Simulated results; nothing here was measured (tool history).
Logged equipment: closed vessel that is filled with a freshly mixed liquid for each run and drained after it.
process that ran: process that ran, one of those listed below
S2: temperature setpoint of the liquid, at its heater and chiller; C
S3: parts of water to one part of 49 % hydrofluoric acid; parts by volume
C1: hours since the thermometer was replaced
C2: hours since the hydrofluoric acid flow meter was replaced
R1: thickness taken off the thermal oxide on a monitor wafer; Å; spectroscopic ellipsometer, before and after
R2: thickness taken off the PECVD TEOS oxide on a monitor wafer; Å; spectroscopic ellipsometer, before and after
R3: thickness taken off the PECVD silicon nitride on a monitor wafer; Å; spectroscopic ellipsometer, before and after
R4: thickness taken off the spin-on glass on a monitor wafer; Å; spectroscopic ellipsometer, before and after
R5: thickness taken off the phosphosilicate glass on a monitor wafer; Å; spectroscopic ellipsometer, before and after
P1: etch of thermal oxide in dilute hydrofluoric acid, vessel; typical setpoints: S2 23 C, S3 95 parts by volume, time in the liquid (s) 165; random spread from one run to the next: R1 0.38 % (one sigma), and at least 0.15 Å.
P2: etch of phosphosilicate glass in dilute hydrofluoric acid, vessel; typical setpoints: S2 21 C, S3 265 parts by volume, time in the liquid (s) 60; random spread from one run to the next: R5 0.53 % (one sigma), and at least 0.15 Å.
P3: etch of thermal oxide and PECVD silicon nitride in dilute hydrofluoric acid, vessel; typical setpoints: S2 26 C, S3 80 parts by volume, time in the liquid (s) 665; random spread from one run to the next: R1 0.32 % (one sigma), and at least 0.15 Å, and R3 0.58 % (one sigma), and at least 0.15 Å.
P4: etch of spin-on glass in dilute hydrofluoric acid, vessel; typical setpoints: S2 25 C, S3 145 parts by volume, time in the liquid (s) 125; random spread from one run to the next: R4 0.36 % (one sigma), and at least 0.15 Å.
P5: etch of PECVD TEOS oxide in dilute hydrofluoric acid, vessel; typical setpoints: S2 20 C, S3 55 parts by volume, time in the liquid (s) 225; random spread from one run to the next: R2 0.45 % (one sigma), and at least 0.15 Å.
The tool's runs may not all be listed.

Run 1, hour 11.7: process that ran P1, S2 23 C, S3 95 parts by volume, time in the liquid (s) 165; C1 559; C2 317. Result: R1 78.595 Å.
Run 2, hour 24.7: process that ran P5, S2 20 C, S3 55 parts by volume, time in the liquid (s) 95; C1 572; C2 330. Result: R2 249.78 Å.
Run 3, hour 35.8: process that ran P3, S2 26 C, S3 80 parts by volume, time in the liquid (s) 130; C1 583.1; C2 341.1. Result: R1 88.463 Å, R3 103.93 Å.
Run 4, hour 48.6: process that ran P5, S2 27.5 C, S3 55 parts by volume, time in the liquid (s) 225; C1 595.9; C2 353.9. Result: R2 807.66 Å.
Run 5, hour 59.4: process that ran P5, S2 20 C, S3 55 parts by volume, time in the liquid (s) 225; C1 606.7; C2 364.7. Result: R2 593.86 Å.
Run 6, hour 71.3: process that ran P4, S2 25 C, S3 250 parts by volume, time in the liquid (s) 125; C1 618.6; C2 376.6. Result: R4 117.1 Å.
Run 7, hour 78: process that ran P1, S2 23 C, S3 95 parts by volume, time in the liquid (s) 165; C1 625.3; C2 383.3. Result: R1 78.283 Å.
Run 8, hour 83.9: process that ran P4, S2 25 C, S3 145 parts by volume, time in the liquid (s) 125; C1 631.2; C2 389.2. Result: R4 225.98 Å.
Run 9, hour 94.9: process that ran P1, S2 23 C, S3 95 parts by volume, time in the liquid (s) 165; C1 642.2; C2 400.2. Result: R1 78.824 Å.
Run 10, hour 105.8: process that ran P2, S2 21 C, S3 265 parts by volume, time in the liquid (s) 60; C1 653.1; C2 411.1. Result: R5 109.12 Å.
Run 11, hour 118.3: process that ran P3, S2 26 C, S3 80 parts by volume, time in the liquid (s) 665; C1 665.6; C2 423.6. Result: R1 452.28 Å, R3 528.36 Å.
Run 12, hour 130.7: process that ran P1, S2 23 C, S3 95 parts by volume, time in the liquid (s) 165; C1 678; C2 436. Result: R1 78.753 Å.
Run 13, hour 142.7: process that ran P2, S2 21 C, S3 50 parts by volume, time in the liquid (s) 60; C1 690; C2 448. Result: R5 714.46 Å.
Run 14, hour 154.1: process that ran P1, S2 30.5 C, S3 95 parts by volume, time in the liquid (s) 165; C1 701.4; C2 459.4. Result: R1 105.02 Å.
Run 15, hour 160.1: process that ran P4, S2 25 C, S3 145 parts by volume, time in the liquid (s) 250; C1 707.4; C2 465.4. Result: R4 454.15 Å.
Run 16, hour 170.1: process that ran P1, S2 23 C, S3 150 parts by volume, time in the liquid (s) 165; C1 717.4; C2 475.4. Result: R1 46.365 Å.
Run 17, hour 181.3: process that ran P5, S2 20 C, S3 20 parts by volume, time in the liquid (s) 225; C1 728.6; C2 486.6. Result: R2 1704.8 Å.
Run 18, hour 191.1: process that ran P2, S2 28.5 C, S3 265 parts by volume, time in the liquid (s) 60; C1 738.4; C2 496.4. Result: R5 140.6 Å.
Run 19, hour 200.7: process that ran P1, S2 23 C, S3 95 parts by volume, time in the liquid (s) 165; C1 748; C2 506. Result: R1 78.568 Å.
Run 20, hour 208.1: process that ran P3, S2 33.5 C, S3 80 parts by volume, time in the liquid (s) 665; C1 755.4; C2 513.4. Result: R1 599.08 Å, R3 849.16 Å.
Run 21, hour 214.1: process that ran P1, S2 23 C, S3 45 parts by volume, time in the liquid (s) 165; C1 761.4; C2 519.4. Result: R1 176.37 Å.
Run 22, hour 220.7: process that ran P3, S2 26 C, S3 145 parts by volume, time in the liquid (s) 665; C1 768; C2 526. Result: R1 228.88 Å, R3 291.39 Å.
Run 23, hour 233.7: process that ran P3, S2 26 C, S3 80 parts by volume, time in the liquid (s) 665; C1 781; C2 539. Result: R1 452.87 Å, R3 523.5 Å.
Run 24, hour 247.1: process that ran P1, S2 18 C, S3 95 parts by volume, time in the liquid (s) 165; C1 794.4; C2 552.4. Result: R1 63.483 Å.
Run 25, hour 255.6: process that ran P4, S2 25 C, S3 145 parts by volume, time in the liquid (s) 125; C1 802.9; C2 560.9. Result: R4 226.05 Å.
Run 26, hour 261.8: process that ran P1, S2 23 C, S3 95 parts by volume, time in the liquid (s) 325; C1 809.1; C2 567.1. Result: R1 154.49 Å.
Run 27, hour 271.8: process that ran P1, S2 23 C, S3 95 parts by volume, time in the liquid (s) 165; C1 819.1; C2 577.1. Result: R1 78.108 Å.
Run 28, hour 283.1: process that ran P1, S2 17.5 C, S3 95 parts by volume, time in the liquid (s) 265; C1 830.4; C2 588.4. Result: R1 100.36 Å.
Run 29, hour 295.8: process that ran P4, S2 18.5 C, S3 145 parts by volume, time in the liquid (s) 125; C1 843.1; C2 601.1. Result: R4 175.71 Å.
Run 30, hour 306.8: process that ran P2, S2 21 C, S3 265 parts by volume, time in the liquid (s) 60; C1 854.1; C2 612.1. Result: R5 107.56 Å.
Run 31, hour 320.2: process that ran P2, S2 21 C, S3 265 parts by volume, time in the liquid (s) 30; C1 867.5; C2 625.5. Result: R5 54.622 Å.
Run 32, hour 330.2: process that ran P1, S2 23 C, S3 95 parts by volume, time in the liquid (s) 30; C1 877.5; C2 635.5. Result: R1 14.477 Å.
Run 33, hour 336.9: process that ran P1, S2 23 C, S3 95 parts by volume, time in the liquid (s) 165; C1 884.2; C2 642.2. Result: R1 78.325 Å.
Run 34, hour 346.7: process that ran P1, S2 23 C, S3 95 parts by volume, time in the liquid (s) 165; C1 894; C2 652. Result: R1 75.974 Å.
Run 35, hour 354.7: process that ran P1, S2 23 C, S3 95 parts by volume, time in the liquid (s) 165; C1 902; C2 660. Result: R1 75.028 Å.
Run 36, hour 367.6: process that ran P1, S2 23 C, S3 95 parts by volume, time in the liquid (s) 165; C1 914.9; C2 672.9. Result: R1 74.496 Å.
Run 37, hour 376.6: process that ran P1, S2 23 C, S3 95 parts by volume, time in the liquid (s) 165; C1 923.9; C2 681.9. Result: R1 73.517 Å.
Run 38, hour 387.1: process that ran P1, S2 23 C, S3 95 parts by volume, time in the liquid (s) 165; C1 934.4; C2 692.4. Result: R1 73.97 Å.
Run 39, hour 396.6: process that ran P1, S2 23 C, S3 95 parts by volume, time in the liquid (s) 165; C1 943.9; C2 701.9. Result: R1 73.755 Å.

What P1 gives has crept away from where it was. These 2 causes fit the log equally well, each at the size given:
A: hydrofluoric acid flow below the setpoint (%) = 5.37
B: liquid colder than its thermometer reads (K) = 1.53
Onset of the creep was near hour 336.9.

The list below offers 4 check runs, each averaging the results of 2 wafers, and shows each result as a question mark. For which of them would the listed causes give clearly different results?
Run check 1, hour 406.1: process that ran P2, S2 28 C, S3 60 parts by volume, time in the liquid (s) 60. Result: R5 ?.
Run check 2, hour 406.1: process that ran P5, S2 25.5 C, S3 25 parts by volume, time in the liquid (s) 225. Result: R2 ?.
Run check 3, hour 406.1: process that ran P3, S2 33 C, S3 80 parts by volume, time in the liquid (s) 150. Result: R1 ?, R3 ?.
Run check 4, hour 406.1: process that ran P4, S2 20 C, S3 145 parts by volume, time in the liquid (s) 125. Result: R4 ?.

Check results expected under each cause:
  check  result    if A    if B
check 1      R5  741.46  740.84
check 2      R2    1616  1605.2
check 3      R1  125.21  125.84
check 3      R3  175.84  169.02
check 4      R4  174.58  174.98
Separation of the two closest causes in each check, using whichever result separates them best: check 1 0.08 %; check 2 0.67 %; check 3 3.96 %; check 4 0.22 %
Only check 3 tells the causes apart: in the others they would give nearly the same result.

Check 3 was then run and gave: R1 125.31 Å; R3 175.28 Å. Which cause is it?

The correct cause is A, namely: hydrofluoric acid flow below the setpoint (%).
